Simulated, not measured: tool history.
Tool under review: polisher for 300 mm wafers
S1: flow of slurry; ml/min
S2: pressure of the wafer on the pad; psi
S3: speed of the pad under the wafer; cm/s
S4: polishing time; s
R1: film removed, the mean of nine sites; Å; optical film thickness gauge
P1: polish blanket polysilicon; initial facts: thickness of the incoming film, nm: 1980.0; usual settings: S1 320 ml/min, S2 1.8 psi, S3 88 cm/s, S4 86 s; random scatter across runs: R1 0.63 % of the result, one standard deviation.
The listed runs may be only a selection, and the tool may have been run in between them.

run   hour   S1   S2   S3   S4      R1
  1   10.3  320  1.8   88   86  4786.3
  2   18.2  320  1.8   88   86    4781
  3   26.5  320  2.4   88   86  6397.7
  4   36.2  320  1.8   56   86  3075.6
  5   50.5  190  1.8   88   86  4497.3
  6   65.3  320  1.8   88   39    2150
  7   79.4  320  1.8   88   86  4738.1
  8   91.1  320  1.8   88   86  4825.6
  9  102.2  320  1.1   88   86  2898.7
 10  116.3  505  1.8   88   86    4941
 11  127.8  320  1.8   88   86  4725.6
 12  140.8  320  1.8  132   86  7166.3
     145.3  -- slurry nozzle cleaned
 13  156.2  320  1.8   88  112    6202
 14  166.3  320  1.8   88   86  4787.4
 15  180.2  320  1.8   56   44  1551.1
 16    188  320  1.8   88   86  4760.8
 17  195.5  320  1.8   88   86  4780.6
 18  211.4  320  1.8   88   86    4741
 19  223.4  320  1.8   88   86  4732.9
 20  238.3  320  1.8   88   86  4615.6
     241.4  -- head pressure recalibrated
 21  250.6  320  1.8   88   86  4639.5
 22  261.2  320  1.8   88   86  4608.7
 23  268.9  320  1.8   88   86    4632
 24  282.6  320  1.8   88   86  4577.8
 25  297.6  320  1.8   88   86  4586.7
 26  308.3  320  1.8   88   86  4626.9
 27  323.4  320  1.8   88   86  4586.8

P1 no longer gives what it gave before; its output has crept away from where it was. The following 2 causes, each at its listed size, fit the log equally well:
A: slurry flow missing at the pad, % = 31.9
B: removal rate lost through wear of the pad, % = 3.87
At approximately hour 188, the process output began to creep.
Every other cause this tool's parts could produce, and why it does not fit the log:
head's pressure below its setpoint, %: serviced at hour 241.4, after the change had begun; the process did not return to its earlier output

The list below offers 4 check runs, each averaging the results of 5 wafers, and shows each result as a question mark. For which of them would the listed causes give clearly different results?
check 1  338.5  320  1.8   56   86   ?
check 2  338.5  320  1.8  120   86   ?
check 3  338.5  190  1.8   88   86   ?
check 4  338.5  320  1.8   88  103   ?

What each check would give under each cause:
  check  result    if A    if B
check 1      R1  2924.6  2924.5
check 2      R1    6267  6266.7
check 3      R1  4232.6  4339.4
check 4      R1  5504.3    5504
Distance between the nearest two causes, measured in the result of the check that separates them most: check 1 0 %; check 2 0 %; check 3 2.49 %; check 4 0 %
Only in check 3 would the causes give clearly different results; in the remaining checks their results would be nearly the same.

After running check 3, the following was obtained: R1 4236.6 Å. Which cause does this point to?

It is A: slurry flow missing at the pad, %.

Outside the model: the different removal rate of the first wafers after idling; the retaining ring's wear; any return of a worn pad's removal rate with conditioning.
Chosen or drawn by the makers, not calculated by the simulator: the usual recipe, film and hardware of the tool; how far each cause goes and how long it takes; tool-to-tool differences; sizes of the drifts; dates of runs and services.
